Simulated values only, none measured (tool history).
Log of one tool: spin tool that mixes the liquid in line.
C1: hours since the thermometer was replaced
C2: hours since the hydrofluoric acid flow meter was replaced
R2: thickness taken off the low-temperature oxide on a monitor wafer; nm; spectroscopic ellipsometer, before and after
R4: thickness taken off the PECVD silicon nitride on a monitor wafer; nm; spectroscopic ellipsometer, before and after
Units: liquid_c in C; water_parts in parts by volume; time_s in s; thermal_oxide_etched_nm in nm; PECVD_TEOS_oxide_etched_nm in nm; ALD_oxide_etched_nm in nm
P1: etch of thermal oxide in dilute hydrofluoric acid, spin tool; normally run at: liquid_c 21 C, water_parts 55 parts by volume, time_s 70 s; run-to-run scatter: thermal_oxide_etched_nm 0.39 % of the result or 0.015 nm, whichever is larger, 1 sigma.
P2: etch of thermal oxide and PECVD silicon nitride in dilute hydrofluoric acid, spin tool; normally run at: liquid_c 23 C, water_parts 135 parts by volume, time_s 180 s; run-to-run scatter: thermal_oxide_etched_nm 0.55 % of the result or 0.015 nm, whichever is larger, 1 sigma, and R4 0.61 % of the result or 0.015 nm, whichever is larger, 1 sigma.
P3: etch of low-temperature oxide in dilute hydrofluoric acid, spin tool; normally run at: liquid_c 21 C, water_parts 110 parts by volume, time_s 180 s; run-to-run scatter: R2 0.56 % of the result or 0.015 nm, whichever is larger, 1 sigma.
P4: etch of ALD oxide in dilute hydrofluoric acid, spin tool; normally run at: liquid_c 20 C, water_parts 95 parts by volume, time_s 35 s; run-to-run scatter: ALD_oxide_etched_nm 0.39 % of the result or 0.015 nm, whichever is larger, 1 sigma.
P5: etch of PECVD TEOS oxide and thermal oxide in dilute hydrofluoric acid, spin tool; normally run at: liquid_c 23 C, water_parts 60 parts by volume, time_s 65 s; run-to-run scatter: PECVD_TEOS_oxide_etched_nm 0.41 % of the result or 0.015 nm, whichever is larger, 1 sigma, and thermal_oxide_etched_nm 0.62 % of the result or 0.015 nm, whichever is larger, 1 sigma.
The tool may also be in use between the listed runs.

{"run": 1, "hour": 17.2, "process": "P1", "liquid_c": 21, "water_parts": 55, "time_s": 70, "C1": 383.9, "C2": 219.2, "thermal_oxide_etched_nm": 5.9403}
{"run": 2, "hour": 25.4, "process": "P3", "liquid_c": 17, "water_parts": 110, "time_s": 180, "C1": 392.1, "C2": 227.4, "R2": 22.472}
{"run": 3, "hour": 41.8, "process": "P5", "liquid_c": 31, "water_parts": 60, "time_s": 65, "C1": 408.5, "C2": 243.8, "thermal_oxide_etched_nm": 7.1785, "PECVD_TEOS_oxide_etched_nm": 18.907}
{"run": 4, "hour": 52.9, "process": "P1", "liquid_c": 17, "water_parts": 55, "time_s": 70, "C1": 419.6, "C2": 254.9, "thermal_oxide_etched_nm": 5.0226}
{"run": 5, "hour": 64.4, "process": "P2", "liquid_c": 23, "water_parts": 20, "time_s": 180, "C1": 431.1, "C2": 266.4, "thermal_oxide_etched_nm": 48.279, "R4": 24.482}
{"run": 6, "hour": 80.7, "process": "P1", "liquid_c": 21, "water_parts": 30, "time_s": 70, "C1": 447.4, "C2": 282.7, "thermal_oxide_etched_nm": 11.192}
{"hour": 87.9, "done": "thermometer replaced"}
{"run": 7, "hour": 98.3, "process": "P4", "liquid_c": 20, "water_parts": 95, "time_s": 15, "C1": 10.4, "C2": 300.3, "ALD_oxide_etched_nm": 2.6131}
{"run": 8, "hour": 107.9, "process": "P3", "liquid_c": 21, "water_parts": 110, "time_s": 15, "C1": 20, "C2": 309.9, "R2": 2.2611}
{"run": 9, "hour": 121.9, "process": "P1", "liquid_c": 21, "water_parts": 55, "time_s": 70, "C1": 34, "C2": 323.9, "thermal_oxide_etched_nm": 5.8891}
{"run": 10, "hour": 132.7, "process": "P4", "liquid_c": 20, "water_parts": 95, "time_s": 35, "C1": 44.8, "C2": 334.7, "ALD_oxide_etched_nm": 5.9914}
{"run": 11, "hour": 150.2, "process": "P5", "liquid_c": 23, "water_parts": 60, "time_s": 65, "C1": 62.3, "C2": 352.2, "thermal_oxide_etched_nm": 5.1906, "PECVD_TEOS_oxide_etched_nm": 13.841}
{"run": 12, "hour": 159.8, "process": "P2", "liquid_c": 23, "water_parts": 135, "time_s": 180, "C1": 71.9, "C2": 361.8, "thermal_oxide_etched_nm": 6.2504, "R4": 3.7251}
{"run": 13, "hour": 176.6, "process": "P1", "liquid_c": 17.5, "water_parts": 55, "time_s": 110, "C1": 88.7, "C2": 378.6, "thermal_oxide_etched_nm": 8.055}
{"run": 14, "hour": 185.9, "process": "P2", "liquid_c": 23, "water_parts": 135, "time_s": 180, "C1": 98, "C2": 387.9, "thermal_oxide_etched_nm": 6.2423, "R4": 3.7798}
{"run": 15, "hour": 201.0, "process": "P1", "liquid_c": 21, "water_parts": 55, "time_s": 20, "C1": 113.1, "C2": 403, "thermal_oxide_etched_nm": 1.6943}
{"run": 16, "hour": 217.7, "process": "P5", "liquid_c": 23, "water_parts": 20, "time_s": 65, "C1": 129.8, "C2": 419.7, "thermal_oxide_etched_nm": 16.345, "PECVD_TEOS_oxide_etched_nm": 43.288}
{"run": 17, "hour": 226.1, "process": "P1", "liquid_c": 17, "water_parts": 55, "time_s": 40, "C1": 138.2, "C2": 428.1, "thermal_oxide_etched_nm": 2.8469}
{"run": 18, "hour": 242.9, "process": "P1", "liquid_c": 21, "water_parts": 55, "time_s": 70, "C1": 155, "C2": 444.9, "thermal_oxide_etched_nm": 5.9175}
{"run": 19, "hour": 251.8, "process": "P1", "liquid_c": 28, "water_parts": 20, "time_s": 70, "C1": 163.9, "C2": 453.8, "thermal_oxide_etched_nm": 22.857}
{"run": 20, "hour": 261.1, "process": "P5", "liquid_c": 23, "water_parts": 60, "time_s": 65, "C1": 173.2, "C2": 463.1, "thermal_oxide_etched_nm": 5.1702, "PECVD_TEOS_oxide_etched_nm": 13.621}
{"run": 21, "hour": 274.8, "process": "P3", "liquid_c": 21, "water_parts": 110, "time_s": 180, "C1": 186.9, "C2": 476.8, "R2": 26.652}
{"run": 22, "hour": 286.4, "process": "P1", "liquid_c": 21, "water_parts": 55, "time_s": 70, "C1": 198.5, "C2": 488.4, "thermal_oxide_etched_nm": 5.9528}
{"run": 23, "hour": 300.2, "process": "P4", "liquid_c": 28.5, "water_parts": 95, "time_s": 35, "C1": 212.3, "C2": 502.2, "ALD_oxide_etched_nm": 8.4207}
{"run": 24, "hour": 309.9, "process": "P4", "liquid_c": 20, "water_parts": 95, "time_s": 35, "C1": 222, "C2": 511.9, "ALD_oxide_etched_nm": 6.0252}
{"run": 25, "hour": 324.6, "process": "P4", "liquid_c": 20, "water_parts": 55, "time_s": 35, "C1": 236.7, "C2": 526.6, "ALD_oxide_etched_nm": 10.854}
{"run": 26, "hour": 342.4, "process": "P1", "liquid_c": 27.5, "water_parts": 55, "time_s": 70, "C1": 254.5, "C2": 544.4, "thermal_oxide_etched_nm": 7.7282}
{"run": 27, "hour": 356.0, "process": "P5", "liquid_c": 23, "water_parts": 60, "time_s": 115, "C1": 268.1, "C2": 558, "thermal_oxide_etched_nm": 9.1285, "PECVD_TEOS_oxide_etched_nm": 24.268}
{"run": 28, "hour": 372.5, "process": "P2", "liquid_c": 23, "water_parts": 135, "time_s": 265, "C1": 284.6, "C2": 574.5, "thermal_oxide_etched_nm": 9.1804, "R4": 5.509}
{"run": 29, "hour": 386.4, "process": "P1", "liquid_c": 21, "water_parts": 80, "time_s": 70, "C1": 298.5, "C2": 588.4, "thermal_oxide_etched_nm": 3.9547}
{"run": 30, "hour": 396.9, "process": "P2", "liquid_c": 31, "water_parts": 135, "time_s": 180, "C1": 309, "C2": 598.9, "thermal_oxide_etched_nm": 8.4733, "R4": 6.3102}
{"run": 31, "hour": 406.5, "process": "P3", "liquid_c": 21, "water_parts": 165, "time_s": 180, "C1": 318.6, "C2": 608.5, "R2": 16.93}
{"run": 32, "hour": 414.8, "process": "P1", "liquid_c": 21, "water_parts": 55, "time_s": 125, "C1": 326.9, "C2": 616.8, "thermal_oxide_etched_nm": 10.536}
{"run": 33, "hour": 433.0, "process": "P1", "liquid_c": 21, "water_parts": 55, "time_s": 70, "C1": 345.1, "C2": 635, "thermal_oxide_etched_nm": 5.9356}
{"run": 34, "hour": 449.6, "process": "P1", "liquid_c": 21, "water_parts": 55, "time_s": 70, "C1": 361.7, "C2": 651.6, "thermal_oxide_etched_nm": 6.1433}
{"run": 35, "hour": 466.6, "process": "P1", "liquid_c": 21, "water_parts": 55, "time_s": 70, "C1": 378.7, "C2": 668.6, "thermal_oxide_etched_nm": 6.267}
{"run": 36, "hour": 477.6, "process": "P1", "liquid_c": 21, "water_parts": 55, "time_s": 70, "C1": 389.7, "C2": 679.6, "thermal_oxide_etched_nm": 6.3579}

Run 37 comes next. What will it give?
{"run": 37, "hour": 495.7, "process": "P1", "liquid_c": 21, "water_parts": 55, "time_s": 70, "C1": 407.8, "C2": 697.7, "thermal_oxide_etched_nm": "?"}

{"run 37": {"thermal_oxide_etched_nm": 6.3651}}
